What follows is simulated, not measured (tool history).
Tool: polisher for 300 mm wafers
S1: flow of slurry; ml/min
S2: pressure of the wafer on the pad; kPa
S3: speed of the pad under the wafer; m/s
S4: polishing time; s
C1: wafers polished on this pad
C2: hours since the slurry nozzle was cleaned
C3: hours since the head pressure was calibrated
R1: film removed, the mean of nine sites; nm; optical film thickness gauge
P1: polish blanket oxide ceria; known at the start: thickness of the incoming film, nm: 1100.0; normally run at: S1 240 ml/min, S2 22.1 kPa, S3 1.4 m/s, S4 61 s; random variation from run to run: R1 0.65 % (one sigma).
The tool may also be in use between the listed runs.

run  hour   S1    S2    S3  S4    C1     C2     C3      R1
  1     2  240  22.1   1.4  61  1013  294.3  917.7  384.25
  2   5.8  145  22.1   1.4  61  1036  298.1  921.5  359.29
  3   9.6  240  22.1   1.4  61  1059  301.9  925.3  382.08
  4  11.8  240  22.1  1.02  61  1073  304.1  927.5   281.1
  5  15.1  240  22.1   1.4  61  1093  307.4  930.8  384.18
  6  17.3  240  22.1   1.4  61  1106  309.6    933  385.29
  7  20.9  240  22.1   1.4  93  1128  313.2  936.6   585.6
  8  23.2  240  22.1  2.06  61  1142  315.5  938.9  564.91
  9  25.7  240  33.8   1.4  61  1157    318  941.4  591.05
 10  28.1  240  22.1   1.4  27  1172  320.4  943.8  170.34
 11  32.3  240  22.1   1.4  61  1197  324.6    948  382.52
 12  34.9  240   9.7   1.4  61  1213  327.2  950.6  167.75
 13    39  345  22.1   1.4  61  1238  331.3  954.7  394.07
 14  41.6  240  22.1   1.4  61  1254  333.9  957.3  381.53
 15    46  340  22.1  0.78  61  1280  338.3  961.7  220.25
 16  49.7  240  22.1   1.4  61  1303    342  965.4  383.37
 17  53.5  240  22.1   1.4  61  1326  345.8  969.2  380.35
 18  55.8  240  22.1   1.4  61  1340  348.1  971.5  377.59
 19    58  240  22.1   1.4  61  1353  350.3  973.7  373.46
 20  61.9  240  22.1   1.4  61  1377  354.2  977.6  375.73
 21  65.7  240  22.1   1.4  61  1400    358  981.4  370.92
 22  69.8  240  22.1   1.4  61  1425  362.1  985.5  366.06
     70.2  -- head pressure recalibrated
 23  72.2  240  22.1   1.4  61  1439  364.5      2  369.84
 24  74.9  240  22.1   1.4  61  1455  367.2    4.7  364.51
 25  77.3  240  22.1   1.4  61  1470  369.6    7.1  366.16
 26  80.6  240  22.1   1.4  61  1490  372.9   10.4  368.65
 27  82.9  240  22.1   1.4  61  1504  375.2   12.7  368.15

What P1 gives has crept away from where it was. These 2 causes fit the log equally well, each at the size given:
A: slurry flow missing at the pad, % = 30.7
B: removal rate lost through wear of the pad, % = 4.77
The creep began at about hour 49.7.
Why every other cause is out:
head's pressure below its setpoint, %: serviced at hour 70.2, which brought nothing back

4 check runs are offered, each on 3 wafers whose results are averaged, their results left as question marks. Which one tells the causes apart?
check 1  85.2  240  31.7   1.4  61               ?
check 2  85.2  145  22.1   1.4  46               ?
check 3  85.2  240  27.6   1.4  80               ?
check 4  85.2  240  13.8  1.86  61               ?

What each check would give under each cause:
  check  result    if A    if B
check 1      R1  526.66  526.66
check 2      R1  249.79  257.11
check 3      R1  600.61  600.62
check 4      R1  304.22  304.22
How far apart the two closest causes lie, in the result that separates them most: check 1 0 %; check 2 2.89 %; check 3 0 %; check 4 0 %
Only check 2 tells the causes apart: in the others they would give nearly the same result.

Check 2 was then run and gave: R1 251.09 nm. Which cause is it?

It is A: slurry flow missing at the pad, %.
